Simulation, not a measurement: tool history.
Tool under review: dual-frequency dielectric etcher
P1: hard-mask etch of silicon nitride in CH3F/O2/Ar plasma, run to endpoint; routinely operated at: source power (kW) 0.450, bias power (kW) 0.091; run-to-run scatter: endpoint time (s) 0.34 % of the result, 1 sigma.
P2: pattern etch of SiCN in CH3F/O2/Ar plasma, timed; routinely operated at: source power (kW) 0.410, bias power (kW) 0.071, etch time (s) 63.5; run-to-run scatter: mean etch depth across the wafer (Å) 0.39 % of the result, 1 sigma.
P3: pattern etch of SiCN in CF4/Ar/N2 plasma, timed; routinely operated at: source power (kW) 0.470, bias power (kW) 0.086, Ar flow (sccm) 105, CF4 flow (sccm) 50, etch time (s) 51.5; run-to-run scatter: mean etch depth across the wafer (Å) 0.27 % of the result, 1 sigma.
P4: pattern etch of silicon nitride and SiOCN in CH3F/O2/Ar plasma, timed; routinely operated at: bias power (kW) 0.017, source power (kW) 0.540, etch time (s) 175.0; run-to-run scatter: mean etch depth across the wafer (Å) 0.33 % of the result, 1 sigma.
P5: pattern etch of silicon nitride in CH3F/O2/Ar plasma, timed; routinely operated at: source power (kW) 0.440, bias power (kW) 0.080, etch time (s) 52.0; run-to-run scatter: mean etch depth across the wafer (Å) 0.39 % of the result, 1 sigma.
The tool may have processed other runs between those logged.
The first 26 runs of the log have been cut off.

run   hour  process that ran  source power (kW)  bias power (kW)  etch time (s)  Ar flow (sccm)  CF4 flow (sccm)  endpoint time (s)  mean etch depth across the wafer (Å)
 27  113.4                P1              0.450            0.063                                                             48.768
 28  119.1                P1              0.450            0.091                                                             42.535
 29  123.7                P3              0.470            0.086           51.5             105               50                                                   466.87
 30  128.3                P3              0.470            0.086           51.5             105               71                                                   495.01
 31  134.0                P1              0.450            0.091                                                             42.757
 32  138.1                P4              0.540            0.017          175.0                                                                                    237.43
 33  141.9                P3              0.300            0.086           51.5             105               50                                                   315.88
 34  145.9                P3              0.470            0.086           28.5             105               50                                                   259.97
 35  150.6                P1              0.450            0.091                                                             42.567
 36  154.7                P1              0.450            0.091                                                             42.782
 37  159.1                P1              0.450            0.091                                                             43.171
 38  163.7                P1              0.450            0.091                                                             43.300
     167.5  -- wet clean of the chamber
 39  168.3                P1              0.450            0.091                                                             43.334
 40  172.2                P1              0.450            0.091                                                             43.164
 41  175.2                P1              0.450            0.091                                                             43.104
 42  180.8                P1              0.450            0.091                                                             43.184

Predict the results of run 43:
 43  186.0                P1              0.450            0.091                                                                  ?

{"run 43": {"endpoint time (s)": 43.266}}
